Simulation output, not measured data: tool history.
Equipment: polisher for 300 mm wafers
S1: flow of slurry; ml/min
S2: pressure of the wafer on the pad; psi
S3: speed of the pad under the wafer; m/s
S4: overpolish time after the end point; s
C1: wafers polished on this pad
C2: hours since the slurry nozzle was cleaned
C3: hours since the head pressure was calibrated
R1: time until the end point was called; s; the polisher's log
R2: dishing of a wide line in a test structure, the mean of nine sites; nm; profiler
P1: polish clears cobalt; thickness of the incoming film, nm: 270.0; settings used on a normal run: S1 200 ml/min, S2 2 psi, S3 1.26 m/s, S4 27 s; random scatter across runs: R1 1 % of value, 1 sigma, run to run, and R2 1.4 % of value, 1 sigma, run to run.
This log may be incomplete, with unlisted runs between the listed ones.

{"run": 1, "hour": 5.4, "S1": 200, "S2": 2, "S3": 1.26, "S4": 27, "C1": 1120, "C2": 197.5, "C3": 293.4, "R1": 39.405, "R2": 78.998}
{"run": 2, "hour": 11.9, "S1": 200, "S2": 2, "S3": 1.26, "S4": 27, "C1": 1189, "C2": 204, "C3": 299.9, "R1": 39.185, "R2": 76.405}
{"run": 3, "hour": 20.6, "S1": 200, "S2": 2, "S3": 1.26, "S4": 27, "C1": 1282, "C2": 212.7, "C3": 308.6, "R1": 39.41, "R2": 76.453}
{"run": 4, "hour": 28.1, "S1": 200, "S2": 1, "S3": 1.78, "S4": 27, "C1": 1362, "C2": 220.2, "C3": 316.1, "R1": 55.411, "R2": 69.31}
{"run": 5, "hour": 33.6, "S1": 270, "S2": 2, "S3": 1.62, "S4": 27, "C1": 1420, "C2": 225.7, "C3": 321.6, "R1": 29.708, "R2": 84.157}
{"run": 6, "hour": 41.1, "S1": 200, "S2": 2, "S3": 1.26, "S4": 27, "C1": 1500, "C2": 233.2, "C3": 329.1, "R1": 39.502, "R2": 76.927}
{"run": 7, "hour": 50.0, "S1": 200, "S2": 2, "S3": 1.94, "S4": 27, "C1": 1594, "C2": 242.1, "C3": 338, "R1": 25.33, "R2": 87.812}
{"run": 8, "hour": 58.6, "S1": 200, "S2": 2, "S3": 1.26, "S4": 27, "C1": 1686, "C2": 250.7, "C3": 346.6, "R1": 39.272, "R2": 77.05}
{"run": 9, "hour": 65.4, "S1": 135, "S2": 2, "S3": 1.26, "S4": 27, "C1": 1758, "C2": 257.5, "C3": 353.4, "R1": 41.968, "R2": 73.35}
{"run": 10, "hour": 72.7, "S1": 200, "S2": 2, "S3": 1.26, "S4": 51, "C1": 1835, "C2": 264.8, "C3": 360.7, "R1": 39.52, "R2": 87.058}
{"run": 11, "hour": 82.2, "S1": 200, "S2": 2, "S3": 1.26, "S4": 27, "C1": 1936, "C2": 274.3, "C3": 370.2, "R1": 39.208, "R2": 75.444}
{"run": 12, "hour": 90.2, "S1": 200, "S2": 2.7, "S3": 0.76, "S4": 27, "C1": 2021, "C2": 282.3, "C3": 378.2, "R1": 48.505, "R2": 73.247}
{"run": 13, "hour": 98.8, "S1": 200, "S2": 3.1, "S3": 1.26, "S4": 27, "C1": 2112, "C2": 290.9, "C3": 386.8, "R1": 25.791, "R2": 85.894}
{"run": 14, "hour": 107.8, "S1": 200, "S2": 1, "S3": 1.26, "S4": 27, "C1": 2208, "C2": 299.9, "C3": 395.8, "R1": 79.929, "R2": 56.379}
{"run": 15, "hour": 112.9, "S1": 200, "S2": 2, "S3": 1.26, "S4": 27, "C1": 2262, "C2": 305, "C3": 400.9, "R1": 39.503, "R2": 78.613}
{"run": 16, "hour": 121.8, "S1": 200, "S2": 2, "S3": 1.26, "S4": 8, "C1": 2357, "C2": 313.9, "C3": 409.8, "R1": 39.826, "R2": 40.363}
{"run": 17, "hour": 127.5, "S1": 200, "S2": 2, "S3": 0.82, "S4": 27, "C1": 2417, "C2": 319.6, "C3": 415.5, "R1": 59.925, "R2": 66.61}
{"run": 18, "hour": 135.9, "S1": 295, "S2": 2, "S3": 1.26, "S4": 27, "C1": 2507, "C2": 328, "C3": 423.9, "R1": 38.004, "R2": 78.273}
{"run": 19, "hour": 140.4, "S1": 200, "S2": 2, "S3": 1.26, "S4": 27, "C1": 2554, "C2": 332.5, "C3": 428.4, "R1": 39.613, "R2": 74.735}
{"run": 20, "hour": 150.5, "S1": 200, "S2": 2, "S3": 1.26, "S4": 27, "C1": 2662, "C2": 342.6, "C3": 438.5, "R1": 40.856, "R2": 76.198}
{"run": 21, "hour": 157.1, "S1": 200, "S2": 2, "S3": 1.26, "S4": 27, "C1": 2732, "C2": 349.2, "C3": 445.1, "R1": 40.7, "R2": 76.789}
{"run": 22, "hour": 161.9, "S1": 200, "S2": 2, "S3": 1.26, "S4": 27, "C1": 2783, "C2": 354, "C3": 449.9, "R1": 41.9, "R2": 74.299}

Run 23 is up next; what results do you expect?
{"run": 23, "hour": 171.0, "S1": 200, "S2": 2, "S3": 1.26, "S4": 27, "C1": 2879, "C2": 363.1, "C3": 459, "R1": "?", "R2": "?"}

{"run 23": {"R1": 42.293, "R2": 77.023}}
